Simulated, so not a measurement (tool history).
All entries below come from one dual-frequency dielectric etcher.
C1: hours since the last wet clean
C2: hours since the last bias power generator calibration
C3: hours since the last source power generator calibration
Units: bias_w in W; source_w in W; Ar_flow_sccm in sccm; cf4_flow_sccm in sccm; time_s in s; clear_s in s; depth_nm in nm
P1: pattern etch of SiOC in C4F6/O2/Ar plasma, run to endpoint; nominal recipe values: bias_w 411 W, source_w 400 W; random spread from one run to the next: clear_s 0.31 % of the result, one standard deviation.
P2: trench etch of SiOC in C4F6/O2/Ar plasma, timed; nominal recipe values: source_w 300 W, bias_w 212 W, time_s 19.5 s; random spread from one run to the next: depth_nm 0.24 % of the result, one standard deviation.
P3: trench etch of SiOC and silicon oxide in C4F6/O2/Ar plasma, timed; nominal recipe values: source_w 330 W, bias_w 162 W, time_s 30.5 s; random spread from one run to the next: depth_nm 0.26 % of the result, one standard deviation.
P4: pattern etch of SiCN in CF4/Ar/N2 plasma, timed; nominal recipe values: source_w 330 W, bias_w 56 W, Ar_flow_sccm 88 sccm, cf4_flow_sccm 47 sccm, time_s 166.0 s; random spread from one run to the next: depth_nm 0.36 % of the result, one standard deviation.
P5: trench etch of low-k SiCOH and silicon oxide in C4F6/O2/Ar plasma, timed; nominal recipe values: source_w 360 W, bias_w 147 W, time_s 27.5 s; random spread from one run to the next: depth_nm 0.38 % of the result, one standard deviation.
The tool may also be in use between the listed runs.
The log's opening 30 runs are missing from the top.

Run 31, hour 300.1: process P1, bias_w 411 W, source_w 400 W; C1 83.8; C2 950.7; C3 2081.3. Result: clear_s 9.9041 s.
Run 32, hour 309.5: process P1, bias_w 283 W, source_w 240 W; C1 93.2; C2 960.1; C3 2090.7. Result: clear_s 13.6820 s.
Run 33, hour 322.5: process P1, bias_w 411 W, source_w 400 W; C1 106.2; C2 973.1; C3 2103.7. Result: clear_s 9.8628 s.
Run 34, hour 333.9: process P1, bias_w 411 W, source_w 400 W; C1 117.6; C2 984.5; C3 2115.1. Result: clear_s 9.8996 s.
Run 35, hour 347.0: process P1, bias_w 411 W, source_w 400 W; C1 130.7; C2 997.6; C3 2128.2. Result: clear_s 10.0080 s.
At hour 352.7: wet clean of the chamber.
Run 36, hour 356.7: process P1, bias_w 411 W, source_w 400 W; C1 4.0; C2 1007.3; C3 2137.9. Result: clear_s 9.9642 s.
Run 37, hour 365.5: process P1, bias_w 411 W, source_w 400 W; C1 12.8; C2 1016.1; C3 2146.7. Result: clear_s 9.9897 s.
Run 38, hour 376.9: process P1, bias_w 411 W, source_w 400 W; C1 24.2; C2 1027.5; C3 2158.1. Result: clear_s 9.9986 s.
Run 39, hour 390.7: process P1, bias_w 411 W, source_w 400 W; C1 38.0; C2 1041.3; C3 2171.9. Result: clear_s 10.0610 s.

Expected results for the next run?
Run 40, hour 398.3: process P1, bias_w 411 W, source_w 400 W; C1 45.6; C2 1048.9; C3 2179.5. Result: clear_s ?.

{"run 40": {"clear_s": 9.9839}}
